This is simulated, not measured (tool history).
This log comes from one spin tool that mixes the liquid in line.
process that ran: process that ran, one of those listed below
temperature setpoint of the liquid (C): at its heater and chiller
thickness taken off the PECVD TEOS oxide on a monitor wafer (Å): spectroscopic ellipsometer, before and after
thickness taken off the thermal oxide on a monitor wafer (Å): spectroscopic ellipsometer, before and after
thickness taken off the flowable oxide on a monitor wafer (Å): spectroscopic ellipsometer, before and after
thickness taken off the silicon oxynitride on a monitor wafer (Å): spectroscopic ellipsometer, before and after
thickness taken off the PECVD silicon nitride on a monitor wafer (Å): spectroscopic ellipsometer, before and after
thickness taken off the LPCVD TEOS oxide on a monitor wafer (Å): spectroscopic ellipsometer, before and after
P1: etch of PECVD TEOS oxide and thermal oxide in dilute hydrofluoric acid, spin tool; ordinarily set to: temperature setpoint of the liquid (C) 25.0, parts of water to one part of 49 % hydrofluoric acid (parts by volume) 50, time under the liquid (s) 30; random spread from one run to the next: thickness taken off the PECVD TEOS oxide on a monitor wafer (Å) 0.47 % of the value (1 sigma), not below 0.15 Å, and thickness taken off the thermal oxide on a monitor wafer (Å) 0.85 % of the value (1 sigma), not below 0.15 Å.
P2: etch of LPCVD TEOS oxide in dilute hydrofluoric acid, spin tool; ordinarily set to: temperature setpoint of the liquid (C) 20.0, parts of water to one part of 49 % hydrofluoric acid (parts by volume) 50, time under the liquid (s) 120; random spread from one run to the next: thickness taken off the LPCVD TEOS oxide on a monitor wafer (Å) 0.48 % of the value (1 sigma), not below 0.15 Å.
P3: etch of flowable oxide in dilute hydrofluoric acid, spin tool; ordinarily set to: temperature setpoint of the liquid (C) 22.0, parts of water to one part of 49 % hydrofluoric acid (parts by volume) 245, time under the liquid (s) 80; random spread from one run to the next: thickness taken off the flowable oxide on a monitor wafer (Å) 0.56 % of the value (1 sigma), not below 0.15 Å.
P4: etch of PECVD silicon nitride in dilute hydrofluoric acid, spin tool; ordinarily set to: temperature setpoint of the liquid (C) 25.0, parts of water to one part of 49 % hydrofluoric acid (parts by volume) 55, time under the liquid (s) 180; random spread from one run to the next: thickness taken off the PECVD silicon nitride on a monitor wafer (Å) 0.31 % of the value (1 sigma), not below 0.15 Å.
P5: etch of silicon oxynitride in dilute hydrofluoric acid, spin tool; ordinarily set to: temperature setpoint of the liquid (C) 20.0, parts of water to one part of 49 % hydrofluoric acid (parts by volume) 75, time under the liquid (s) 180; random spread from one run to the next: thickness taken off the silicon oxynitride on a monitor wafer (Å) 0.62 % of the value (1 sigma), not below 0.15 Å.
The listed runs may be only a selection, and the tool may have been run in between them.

run	day	process that ran	temperature setpoint of the liquid (C)	parts of water to one part of 49 % hydrofluoric acid (parts by volume)	time under the liquid (s)	hours since the thermometer was replaced	hours since the hydrofluoric acid flow meter was replaced	thickness taken off the PECVD TEOS oxide on a monitor wafer (Å)	thickness taken off the thermal oxide on a monitor wafer (Å)	thickness taken off the flowable oxide on a monitor wafer (Å)	thickness taken off the silicon oxynitride on a monitor wafer (Å)	thickness taken off the PECVD silicon nitride on a monitor wafer (Å)	thickness taken off the LPCVD TEOS oxide on a monitor wafer (Å)
1	0.500	P1	25.0	50	30	1670.6	731.4	104.240	32.560				
2	0.862	P3	22.0	245	80	1679.3	740.1			97.989			
3	1.217	P1	25.0	50	30	1687.8	748.6	104.580	32.718				
4	1.529	P1	30.0	50	30	1695.3	756.1	127.980	39.806				
5	2.029	P5	28.0	75	180	1707.3	768.1				48.5090		
6	2.292	P4	25.0	20	180	1713.6	774.4					313.29	
7	2.738	P1	25.0	50	15	1724.3	785.1	52.216	16.374				
8	3.250	P3	18.0	245	80	1736.6	797.4			84.542			
9	3.738	P4	25.0	55	360	1748.3	809.1					235.26	
10	3.967	P1	32.5	35	30	1753.8	814.6	205.520	64.735				
11	4.450	P2	20.0	20	120	1765.4	826.2						930.27
12	4.946	P1	25.0	50	30	1777.3	838.1	104.830	33.489				
13	5.304	P5	20.0	135	180	1785.9	846.7				17.2880		
14	5.817	P3	22.0	245	80	1798.2	859.0			97.272			
15	6.208	P1	32.0	70	30	1807.6	868.4	95.099	30.172				
16	6.496	P4	25.0	55	180	1814.5	875.3					118.16	
17	6.838	P1	25.0	50	55	1822.7	883.5	190.340	59.848				
18	7.242	P1	25.0	50	30	1832.4	893.2	104.360	32.659				
19	7.542	P2	20.0	50	235	1839.6	900.4						704.24
20	8.042	P4	32.5	55	180	1851.6	912.4					190.38	
21	8.312	P2	20.0	50	120	1858.1	918.9						353.80
# day 8.796: thermometer replaced
22	8.800	P3	22.0	245	140	0.2	930.6			171.160			
23	9.138	P1	25.0	20	30	8.3	938.7	274.050	85.255				
24	9.642	P5	20.0	75	180	20.4	950.8				32.9830		
25	9.983	P1	25.0	50	30	28.6	959.0	105.200	32.569				
26	10.350	P1	25.0	80	15	37.4	967.8	31.497	10.030				
27	10.771	P2	17.0	50	120	47.5	977.9						316.36
28	11.233	P5	20.0	75	180	58.6	989.0				32.9080		
29	11.604	P1	25.0	50	30	67.5	997.9	104.400	32.006				
30	11.875	P3	22.0	100	80	74.0	1004.4			280.070			
31	12.171	P1	25.0	50	30	81.1	1011.5	104.710	33.057				
32	12.412	P1	21.0	50	30	86.9	1017.3	88.973	27.578				
33	12.662	P1	25.0	75	30	92.9	1023.3	67.285	21.132				
34	13.088	P5	20.0	75	15	103.1	1033.5				2.7797		
35	13.379	P1	25.0	50	30	110.1	1040.5	104.610	32.038				
36	13.762	P1	25.0	50	30	119.3	1049.7	100.170	31.553				
37	14.079	P1	25.0	50	30	126.9	1057.3	98.992	31.311				
38	14.438	P1	25.0	50	30	135.5	1065.9	98.906	31.046				
39	14.742	P1	25.0	50	30	142.8	1073.2	96.691	30.938				
40	15.083	P1	25.0	50	30	151.0	1081.4	97.825	30.144				
41	15.354	P1	25.0	50	30	157.5	1087.9	96.153	30.686				

Compared with where it was, what P1 gives has crept away. Each cause listed below fits the log as well as the rest, at the size given for it:
A: liquid colder than its thermometer reads (K) = 1.76
B: hydrofluoric acid flow below the setpoint (%) = 6.52
The process output started creeping at around day 13.379.

Question marks stand in for the results of the 4 check runs listed below, each run on one wafer. Under which run would the listed causes show clearly different results?
check 1	15.625	P3	22.0	130	80					?			
check 2	15.625	P2	17.0	50	120								?
check 3	15.625	P5	20.0	115	20						?		
check 4	15.625	P4	31.0	55	180							?	

What every check run would give for each of its results, assuming each possible cause in turn:
check	result	if A	if B
check 1	thickness taken off the flowable oxide on a monitor wafer (Å)	194.360	192.930
check 2	thickness taken off the LPCVD TEOS oxide on a monitor wafer (Å)	291.37	293.04
check 3	thickness taken off the silicon oxynitride on a monitor wafer (Å)	2.1222	2.1498
check 4	thickness taken off the PECVD silicon nitride on a monitor wafer (Å)	155.01	162.29
Separation of the two closest causes in each check, using whichever result separates them best: check 1 0.74 %; check 2 0.57 %; check 3 1.3 %; check 4 4.59 %
Check 4 is the one run that separates the causes; every other check would come out nearly the same whichever cause is at work.

With check 4 done, the readings were: thickness taken off the PECVD silicon nitride on a monitor wafer (Å) 155.72. Identify which of the listed causes applies.

A is the cause: liquid colder than its thermometer reads (K).
